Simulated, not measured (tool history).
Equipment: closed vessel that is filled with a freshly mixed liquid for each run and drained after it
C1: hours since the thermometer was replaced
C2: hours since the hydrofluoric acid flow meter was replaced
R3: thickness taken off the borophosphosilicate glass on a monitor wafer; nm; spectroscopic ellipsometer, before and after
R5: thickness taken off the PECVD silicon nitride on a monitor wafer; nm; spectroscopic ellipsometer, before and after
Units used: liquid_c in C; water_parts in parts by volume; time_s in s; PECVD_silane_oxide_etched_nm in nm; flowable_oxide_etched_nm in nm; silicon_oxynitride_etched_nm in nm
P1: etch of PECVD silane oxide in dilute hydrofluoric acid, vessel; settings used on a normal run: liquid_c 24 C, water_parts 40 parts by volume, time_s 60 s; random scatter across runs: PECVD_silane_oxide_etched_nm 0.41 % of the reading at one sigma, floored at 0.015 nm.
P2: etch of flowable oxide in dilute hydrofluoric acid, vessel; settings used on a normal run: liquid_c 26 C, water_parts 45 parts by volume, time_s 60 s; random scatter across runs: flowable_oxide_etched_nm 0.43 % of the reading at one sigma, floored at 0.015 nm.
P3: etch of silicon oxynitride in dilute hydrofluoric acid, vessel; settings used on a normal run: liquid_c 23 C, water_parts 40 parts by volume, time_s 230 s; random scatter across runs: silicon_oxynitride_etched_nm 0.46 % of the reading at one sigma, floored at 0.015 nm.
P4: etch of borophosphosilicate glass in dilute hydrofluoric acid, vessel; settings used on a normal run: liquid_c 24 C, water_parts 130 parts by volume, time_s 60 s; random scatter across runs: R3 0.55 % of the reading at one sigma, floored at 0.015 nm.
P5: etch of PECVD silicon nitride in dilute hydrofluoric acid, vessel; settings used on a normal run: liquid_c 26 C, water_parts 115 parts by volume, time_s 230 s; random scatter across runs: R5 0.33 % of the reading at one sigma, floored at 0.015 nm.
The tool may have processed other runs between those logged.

run 1 day=0.167 | process=P1 liquid_c=24 water_parts=40 time_s=60 | C1=1143.4 C2=900.8 | PECVD_silane_oxide_etched_nm=47.568
run 2 day=0.308 | process=P2 liquid_c=26 water_parts=75 time_s=60 | C1=1146.8 C2=904.2 | flowable_oxide_etched_nm=29.556
run 3 day=0.467 | process=P1 liquid_c=24 water_parts=40 time_s=30 | C1=1150.6 C2=908 | PECVD_silane_oxide_etched_nm=24.024
run 4 day=0.683 | process=P1 liquid_c=28.5 water_parts=40 time_s=60 | C1=1155.8 C2=913.2 | PECVD_silane_oxide_etched_nm=57.419
run 5 day=0.85 | process=P4 liquid_c=24 water_parts=130 time_s=110 | C1=1159.8 C2=917.2 | R3=50.614
run 6 day=0.983 | process=P1 liquid_c=24 water_parts=75 time_s=60 | C1=1163 C2=920.4 | PECVD_silane_oxide_etched_nm=24.245
run 7 day=1.2 | process=P2 liquid_c=18 water_parts=45 time_s=60 | C1=1168.2 C2=925.6 | flowable_oxide_etched_nm=36.685
run 8 day=1.354 | process=P1 liquid_c=24 water_parts=40 time_s=105 | C1=1171.9 C2=929.3 | PECVD_silane_oxide_etched_nm=83.43
run 9 day=1.567 | process=P1 liquid_c=24 water_parts=20 time_s=60 | C1=1177 C2=934.4 | PECVD_silane_oxide_etched_nm=98.036
run 10 day=1.775 | process=P3 liquid_c=29 water_parts=40 time_s=230 | C1=1182 C2=939.4 | silicon_oxynitride_etched_nm=18.969
run 11 day=1.967 | process=P1 liquid_c=24 water_parts=40 time_s=60 | C1=1186.6 C2=944 | PECVD_silane_oxide_etched_nm=47.729
run 12 day=2.188 | process=P1 liquid_c=17 water_parts=40 time_s=60 | C1=1191.9 C2=949.3 | PECVD_silane_oxide_etched_nm=35.263
run 13 day=2.45 | process=P3 liquid_c=23 water_parts=40 time_s=350 | C1=1198.2 C2=955.6 | silicon_oxynitride_etched_nm=21.551
run 14 day=2.692 | process=P4 liquid_c=19 water_parts=130 time_s=60 | C1=1204 C2=961.4 | R3=22.786
run 15 day=2.912 | process=P5 liquid_c=26 water_parts=115 time_s=410 | C1=1209.3 C2=966.7 | R5=15.589
run 16 day=3.071 | process=P5 liquid_c=34 water_parts=115 time_s=230 | C1=1213.1 C2=970.5 | R5=14.327
run 17 day=3.238 | process=P1 liquid_c=24 water_parts=40 time_s=60 | C1=1217.1 C2=974.5 | PECVD_silane_oxide_etched_nm=47.976
run 18 day=3.488 | process=P3 liquid_c=23 water_parts=40 time_s=230 | C1=1223.1 C2=980.5 | silicon_oxynitride_etched_nm=14.192
run 19 day=3.754 | process=P4 liquid_c=24 water_parts=45 time_s=60 | C1=1229.5 C2=986.9 | R3=88.641
run 20 day=4.021 | process=P5 liquid_c=26 water_parts=40 time_s=230 | C1=1235.9 C2=993.3 | R5=24.812
run 21 day=4.192 | process=P5 liquid_c=26 water_parts=115 time_s=230 | C1=1240 C2=997.4 | R5=8.7345
-- day=4.446 thermometer replaced
run 22 day=4.471 | process=P1 liquid_c=30 water_parts=70 time_s=60 | C1=0.6 C2=1004.1 | PECVD_silane_oxide_etched_nm=33.194
run 23 day=4.712 | process=P1 liquid_c=24 water_parts=40 time_s=60 | C1=6.4 C2=1009.9 | PECVD_silane_oxide_etched_nm=47.67
run 24 day=4.871 | process=P2 liquid_c=26 water_parts=45 time_s=60 | C1=10.2 C2=1013.7 | flowable_oxide_etched_nm=51.282
run 25 day=5.062 | process=P1 liquid_c=24 water_parts=40 time_s=60 | C1=14.8 C2=1018.3 | PECVD_silane_oxide_etched_nm=47.817
run 26 day=5.292 | process=P1 liquid_c=30.5 water_parts=20 time_s=60 | C1=20.3 C2=1023.8 | PECVD_silane_oxide_etched_nm=128.74
run 27 day=5.442 | process=P5 liquid_c=26 water_parts=115 time_s=230 | C1=23.9 C2=1027.4 | R5=8.7192
run 28 day=5.567 | process=P2 liquid_c=26 water_parts=45 time_s=30 | C1=26.9 C2=1030.4 | flowable_oxide_etched_nm=25.521
run 29 day=5.821 | process=P3 liquid_c=23 water_parts=55 time_s=230 | C1=33 C2=1036.5 | silicon_oxynitride_etched_nm=10.246
run 30 day=6.054 | process=P4 liquid_c=24 water_parts=130 time_s=60 | C1=38.6 C2=1042.1 | R3=27.498
run 31 day=6.221 | process=P1 liquid_c=24 water_parts=40 time_s=60 | C1=42.6 C2=1046.1 | PECVD_silane_oxide_etched_nm=47.932
run 32 day=6.425 | process=P1 liquid_c=24 water_parts=40 time_s=60 | C1=47.5 C2=1051 | PECVD_silane_oxide_etched_nm=49.323
run 33 day=6.696 | process=P1 liquid_c=24 water_parts=40 time_s=60 | C1=54 C2=1057.5 | PECVD_silane_oxide_etched_nm=50.14
run 34 day=6.925 | process=P1 liquid_c=24 water_parts=40 time_s=60 | C1=59.5 C2=1063 | PECVD_silane_oxide_etched_nm=50.277
run 35 day=7.088 | process=P1 liquid_c=24 water_parts=40 time_s=60 | C1=63.4 C2=1066.9 | PECVD_silane_oxide_etched_nm=50.602
run 36 day=7.296 | process=P1 liquid_c=24 water_parts=40 time_s=60 | C1=68.4 C2=1071.9 | PECVD_silane_oxide_etched_nm=50.255
run 37 day=7.446 | process=P1 liquid_c=24 water_parts=40 time_s=60 | C1=72 C2=1075.5 | PECVD_silane_oxide_etched_nm=51.223

Something has made what P1 gives creep away from where it was; the 2 causes below, each at its own stated size, fit the log equally well:
A: hydrofluoric acid flow above the setpoint (%) = 6.17
B: liquid hotter than its thermometer reads (K) = 1.53
The gradual shift began around day 6.221.

Of the 4 check runs listed below, each run on one wafer and each result written as a question mark, which would let you distinguish the listed causes because they would give clearly different results?
run check 1 day=7.596 | process=P2 liquid_c=19 water_parts=45 time_s=60 | flowable_oxide_etched_nm=?
run check 2 day=7.596 | process=P4 liquid_c=21 water_parts=65 time_s=60 | R3=?
run check 3 day=7.596 | process=P3 liquid_c=28.5 water_parts=40 time_s=330 | silicon_oxynitride_etched_nm=?
run check 4 day=7.596 | process=P5 liquid_c=33.5 water_parts=55 time_s=230 | R5=?

Outcome of each check run for each possible cause:
check=check_1 result=flowable_oxide_etched_nm if_A=40.758 if_B=40.851
check=check_2 result=R3 if_A=56.452 if_B=56.39
check=check_3 result=silicon_oxynitride_etched_nm if_A=28.366 if_B=28.662
check=check_4 result=R5 if_A=31.166 if_B=32.29
Per-check spread between the two closest causes, in the result where they differ most: check 1 0.23 %; check 2 0.11 %; check 3 1.04 %; check 4 3.54 %
Of the check runs offered, only check 4 discriminates between the causes; the rest would read about the same regardless of which cause applies.

Check 4 has now been run. It gave: R5 32.142 nm. Which of the candidate causes is it?

It was cause B: liquid hotter than its thermometer reads (K).
